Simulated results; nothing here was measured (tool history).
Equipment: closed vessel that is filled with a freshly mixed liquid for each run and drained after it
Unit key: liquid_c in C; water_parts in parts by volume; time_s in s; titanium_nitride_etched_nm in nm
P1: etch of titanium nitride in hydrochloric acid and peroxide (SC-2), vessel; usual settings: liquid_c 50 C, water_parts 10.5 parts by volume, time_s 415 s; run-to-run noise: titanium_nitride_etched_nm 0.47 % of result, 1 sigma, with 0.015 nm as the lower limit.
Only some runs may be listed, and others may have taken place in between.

run	hour	liquid_c	water_parts	time_s	hours since the thermometer was replaced	hours since the chemicals flow meter was replaced	hours since the drum of peroxide was connected	titanium_nitride_etched_nm
1	15.4	50	10.5	415	550.6	1293.4	298.5	5.8115
2	24.3	40.5	10.5	595	559.5	1302.3	307.4	4.3974
3	31.2	64	10.5	580	566.4	1309.2	314.3	19.918
4	38.5	39.5	10.5	415	573.7	1316.5	321.6	2.8362
5	49.4	50	4	415	584.6	1327.4	332.5	12.202
6	60.5	50	10.5	415	595.7	1338.5	343.6	5.9168
7	73.6	50	10.5	825	608.8	1351.6	356.7	11.654
8	89	64	10.5	415	624.2	1367	372.1	14.276
9	100.9	50	10.5	415	636.1	1378.9	384	5.8416
# hour 106.4: chemicals flow meter replaced
10	110.4	37.5	7.5	415	645.6	4.1	393.5	3.2408
11	123.7	50	10.5	415	658.9	17.4	406.8	5.8087
12	132.3	50	19	415	667.5	26	415.4	3.4695
13	145.1	50	10.5	50	680.3	38.8	428.2	0.69237

Predict the results of run 14:
14	159	50	10.5	415	694.2	52.7	442.1	?

{"run 14": {"titanium_nitride_etched_nm": 5.8759}}
